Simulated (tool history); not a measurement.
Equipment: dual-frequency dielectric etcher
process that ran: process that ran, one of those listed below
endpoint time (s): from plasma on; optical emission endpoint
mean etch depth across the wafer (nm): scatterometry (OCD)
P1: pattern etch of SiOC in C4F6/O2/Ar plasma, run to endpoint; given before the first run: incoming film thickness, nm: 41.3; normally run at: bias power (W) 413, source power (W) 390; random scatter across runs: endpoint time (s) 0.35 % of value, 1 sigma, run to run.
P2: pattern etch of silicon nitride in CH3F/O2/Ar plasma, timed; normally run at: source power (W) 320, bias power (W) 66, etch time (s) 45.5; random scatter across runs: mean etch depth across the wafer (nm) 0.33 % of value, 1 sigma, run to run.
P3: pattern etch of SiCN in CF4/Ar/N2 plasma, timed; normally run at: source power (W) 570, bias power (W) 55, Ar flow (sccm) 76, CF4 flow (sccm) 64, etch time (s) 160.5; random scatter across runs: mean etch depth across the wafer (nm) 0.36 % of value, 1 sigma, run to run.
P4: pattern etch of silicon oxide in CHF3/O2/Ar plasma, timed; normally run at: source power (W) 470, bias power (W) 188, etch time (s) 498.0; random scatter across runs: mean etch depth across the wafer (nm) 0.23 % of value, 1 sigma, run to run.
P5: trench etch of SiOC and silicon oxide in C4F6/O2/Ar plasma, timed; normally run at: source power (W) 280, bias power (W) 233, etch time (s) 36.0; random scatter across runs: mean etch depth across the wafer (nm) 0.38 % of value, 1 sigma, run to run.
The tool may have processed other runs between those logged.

| run | hour | process that ran | bias power (W) | source power (W) | etch time (s) | Ar flow (sccm) | CF4 flow (sccm) | hours since the last wet clean | hours since the last bias power generator calibration | hours since the last source power generator calibration | endpoint time (s) | mean etch depth across the wafer (nm) |
|---|---|---|---|---|---|---|---|---|---|---|---|---|
| 1 | 5.5 | P1 | 413 | 390 |  |  |  | 242.1 | 430.8 | 1543.2 | 14.959 |  |
| 2 | 10.9 | P5 | 233 | 280 | 36.0 |  |  | 247.5 | 436.2 | 1548.6 |  | 67.023 |
| 3 | 16.3 | P1 | 312 | 390 |  |  |  | 252.9 | 441.6 | 1554.0 | 16.535 |  |
| 4 | 23.0 | P3 | 55 | 570 | 160.5 | 106 | 64 | 259.6 | 448.3 | 1560.7 |  | 149.160 |
| 5 | 28.7 | P4 | 188 | 470 | 498.0 |  |  | 265.3 | 454.0 | 1566.4 |  | 903.370 |
| 6 | 35.3 | P4 | 188 | 470 | 498.0 |  |  | 271.9 | 460.6 | 1573.0 |  | 898.590 |
| 7 | 44.4 | P2 | 66 | 320 | 31.0 |  |  | 281.0 | 469.7 | 1582.1 |  | 19.059 |
| 8 | 52.8 | P1 | 541 | 260 |  |  |  | 289.4 | 478.1 | 1590.5 | 15.801 |  |
| 9 | 61.0 | P3 | 55 | 570 | 217.5 | 76 | 64 | 297.6 | 486.3 | 1598.7 |  | 214.820 |
| 10 | 68.2 | P5 | 233 | 170 | 36.0 |  |  | 304.8 | 493.5 | 1605.9 |  | 55.562 |
| 11 | 73.6 | P3 | 55 | 570 | 160.5 | 76 | 64 | 310.2 | 498.9 | 1611.3 |  | 159.460 |
| 12 | 80.7 | P3 | 68 | 570 | 160.5 | 76 | 64 | 317.3 | 506.0 | 1618.4 |  | 169.280 |
| 13 | 90.7 | P4 | 149 | 470 | 498.0 |  |  | 327.3 | 516.0 | 1628.4 |  | 832.950 |
| 14 | 98.3 | P2 | 66 | 440 | 45.5 |  |  | 334.9 | 523.6 | 1636.0 |  | 31.558 |
| 15 | 108.0 | P1 | 413 | 530 |  |  |  | 344.6 | 533.3 | 1645.7 | 13.309 |  |
| 16 | 115.4 | P2 | 84 | 320 | 45.5 |  |  | 352.0 | 540.7 | 1653.1 |  | 30.671 |
| 17 | 123.1 | P3 | 55 | 570 | 160.5 | 76 | 64 | 359.7 | 548.4 | 1660.8 |  | 158.260 |
| 18 | 132.6 | P5 | 233 | 280 | 36.0 |  |  | 369.2 | 557.9 | 1670.3 |  | 66.952 |
| 19 | 141.1 | P1 | 569 | 540 |  |  |  | 377.7 | 566.4 | 1678.8 | 11.735 |  |
| 20 | 147.1 | P4 | 188 | 470 | 331.5 |  |  | 383.7 | 572.4 | 1684.8 |  | 599.460 |
| 21 | 152.5 | P1 | 413 | 390 |  |  |  | 389.1 | 577.8 | 1690.2 | 15.088 |  |
| 22 | 158.6 | P5 | 233 | 280 | 47.0 |  |  | 395.2 | 583.9 | 1696.3 |  | 87.250 |
| 23 | 166.4 | P1 | 413 | 250 |  |  |  | 403.0 | 591.7 | 1704.1 | 17.687 |  |
| 24 | 175.4 | P1 | 584 | 390 |  |  |  | 412.0 | 600.7 | 1713.1 | 13.198 |  |
| 25 | 182.4 | P3 | 55 | 570 | 160.5 | 76 | 38 | 419.0 | 607.7 | 1720.1 |  | 144.560 |
| 26 | 187.8 | P1 | 413 | 390 |  |  |  | 424.4 | 613.1 | 1725.5 | 14.994 |  |
| 27 | 197.4 | P5 | 143 | 280 | 36.0 |  |  | 434.0 | 622.7 | 1735.1 |  | 57.192 |
| 28 | 205.0 | P3 | 55 | 450 | 160.5 | 76 | 64 | 441.6 | 630.3 | 1742.7 |  | 127.900 |
| 29 | 214.0 | P1 | 413 | 390 |  |  |  | 450.6 | 639.3 | 1751.7 | 14.966 |  |
| 30 | 219.0 | P4 | 188 | 280 | 498.0 |  |  | 455.6 | 644.3 | 1756.7 |  | 741.980 |
| 31 | 227.3 | P2 | 66 | 320 | 45.5 |  |  | 463.9 | 652.6 | 1765.0 |  | 28.059 |
| 32 | 233.2 | P1 | 413 | 390 |  |  |  | 469.8 | 658.5 | 1770.9 | 14.949 |  |
| 33 | 243.4 | P1 | 413 | 390 |  |  |  | 480.0 | 668.7 | 1781.1 | 15.110 |  |
| 34 | 250.8 | P1 | 413 | 390 |  |  |  | 487.4 | 676.1 | 1788.5 | 15.200 |  |
| 35 | 256.4 | P1 | 413 | 390 |  |  |  | 493.0 | 681.7 | 1794.1 | 15.190 |  |
| 36 | 264.7 | P1 | 413 | 390 |  |  |  | 501.3 | 690.0 | 1802.4 | 15.249 |  |
|  | 272.7 | wet clean of the chamber |
| 37 | 274.5 | P1 | 413 | 390 |  |  |  | 1.8 | 699.8 | 1812.2 | 15.217 |  |

Predict the results of run 38:
| 38 | 280.3 | P1 | 413 | 390 |  |  |  | 7.6 | 705.6 | 1818.0 | ? |  |

For run 38 the tool returned endpoint time (s) 15.275.

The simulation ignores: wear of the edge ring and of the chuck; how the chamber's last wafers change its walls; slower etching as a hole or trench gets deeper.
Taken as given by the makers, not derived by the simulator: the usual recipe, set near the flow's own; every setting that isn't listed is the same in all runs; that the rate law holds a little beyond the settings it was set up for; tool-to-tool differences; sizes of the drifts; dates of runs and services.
